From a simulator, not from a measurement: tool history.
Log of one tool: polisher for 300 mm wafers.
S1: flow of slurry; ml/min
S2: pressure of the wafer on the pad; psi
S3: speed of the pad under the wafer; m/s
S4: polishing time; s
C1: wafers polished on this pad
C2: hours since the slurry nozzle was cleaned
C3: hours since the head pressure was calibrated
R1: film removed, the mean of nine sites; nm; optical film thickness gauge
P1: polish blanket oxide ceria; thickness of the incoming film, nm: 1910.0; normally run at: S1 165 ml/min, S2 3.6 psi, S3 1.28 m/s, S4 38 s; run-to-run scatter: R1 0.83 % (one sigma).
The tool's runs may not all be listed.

{"run": 1, "hour": 5.2, "S1": 165, "S2": 3.6, "S3": 1.28, "S4": 38, "C1": 549, "C2": 350.5, "C3": 648.1, "R1": 203.5}
{"run": 2, "hour": 10.9, "S1": 165, "S2": 3.6, "S3": 1.28, "S4": 55, "C1": 623, "C2": 356.2, "C3": 653.8, "R1": 291.49}
{"run": 3, "hour": 17.1, "S1": 260, "S2": 3.6, "S3": 1.28, "S4": 38, "C1": 704, "C2": 362.4, "C3": 660, "R1": 212.21}
{"run": 4, "hour": 21.4, "S1": 165, "S2": 3.6, "S3": 1.28, "S4": 38, "C1": 760, "C2": 366.7, "C3": 664.3, "R1": 200.33}
{"run": 5, "hour": 27.7, "S1": 165, "S2": 3.6, "S3": 1.96, "S4": 38, "C1": 842, "C2": 373, "C3": 670.6, "R1": 303.88}
{"run": 6, "hour": 31.3, "S1": 165, "S2": 1.8, "S3": 1.28, "S4": 38, "C1": 889, "C2": 376.6, "C3": 674.2, "R1": 99.613}
{"run": 7, "hour": 35.3, "S1": 165, "S2": 2.4, "S3": 0.82, "S4": 38, "C1": 941, "C2": 380.6, "C3": 678.2, "R1": 84.612}
{"run": 8, "hour": 40.8, "S1": 165, "S2": 3.6, "S3": 1.28, "S4": 38, "C1": 1013, "C2": 386.1, "C3": 683.7, "R1": 201.21}
{"run": 9, "hour": 47.3, "S1": 165, "S2": 5.5, "S3": 1.28, "S4": 38, "C1": 1097, "C2": 392.6, "C3": 690.2, "R1": 302.08}
{"run": 10, "hour": 54.1, "S1": 165, "S2": 3.6, "S3": 0.64, "S4": 38, "C1": 1186, "C2": 399.4, "C3": 697, "R1": 100.29}
{"run": 11, "hour": 58.9, "S1": 165, "S2": 3.6, "S3": 1.28, "S4": 38, "C1": 1248, "C2": 404.2, "C3": 701.8, "R1": 201.15}
{"run": 12, "hour": 62.4, "S1": 165, "S2": 3.6, "S3": 1.28, "S4": 38, "C1": 1294, "C2": 407.7, "C3": 705.3, "R1": 199.05}
{"run": 13, "hour": 69.0, "S1": 165, "S2": 3.6, "S3": 1.28, "S4": 38, "C1": 1380, "C2": 414.3, "C3": 711.9, "R1": 198.62}
{"run": 14, "hour": 72.5, "S1": 165, "S2": 3.6, "S3": 1.28, "S4": 25, "C1": 1425, "C2": 417.8, "C3": 715.4, "R1": 134.17}
{"run": 15, "hour": 76.1, "S1": 105, "S2": 3.6, "S3": 1.28, "S4": 38, "C1": 1472, "C2": 421.4, "C3": 719, "R1": 183.97}
{"run": 16, "hour": 80.1, "S1": 165, "S2": 3.6, "S3": 1.28, "S4": 38, "C1": 1524, "C2": 425.4, "C3": 723, "R1": 201.68}
{"run": 17, "hour": 84.5, "S1": 165, "S2": 3.6, "S3": 1.28, "S4": 38, "C1": 1581, "C2": 429.8, "C3": 727.4, "R1": 195.32}
{"run": 18, "hour": 90.3, "S1": 165, "S2": 3.6, "S3": 1.28, "S4": 38, "C1": 1657, "C2": 435.6, "C3": 733.2, "R1": 189.67}
{"run": 19, "hour": 93.6, "S1": 165, "S2": 3.6, "S3": 1.28, "S4": 38, "C1": 1700, "C2": 438.9, "C3": 736.5, "R1": 190.76}
{"run": 20, "hour": 99.7, "S1": 165, "S2": 3.6, "S3": 1.28, "S4": 38, "C1": 1779, "C2": 445, "C3": 742.6, "R1": 188.6}
{"run": 21, "hour": 103.2, "S1": 165, "S2": 3.6, "S3": 1.28, "S4": 38, "C1": 1825, "C2": 448.5, "C3": 746.1, "R1": 182.29}

Run 22 comes next. What will it give?
{"hour": 105.1, "done": "worn pad replaced by a new one"}
{"run": 22, "hour": 109.0, "S1": 165, "S2": 3.6, "S3": 1.28, "S4": 38, "C1": 51, "C2": 454.3, "C3": 751.9, "R1": "?"}

R1: 185.01 nm

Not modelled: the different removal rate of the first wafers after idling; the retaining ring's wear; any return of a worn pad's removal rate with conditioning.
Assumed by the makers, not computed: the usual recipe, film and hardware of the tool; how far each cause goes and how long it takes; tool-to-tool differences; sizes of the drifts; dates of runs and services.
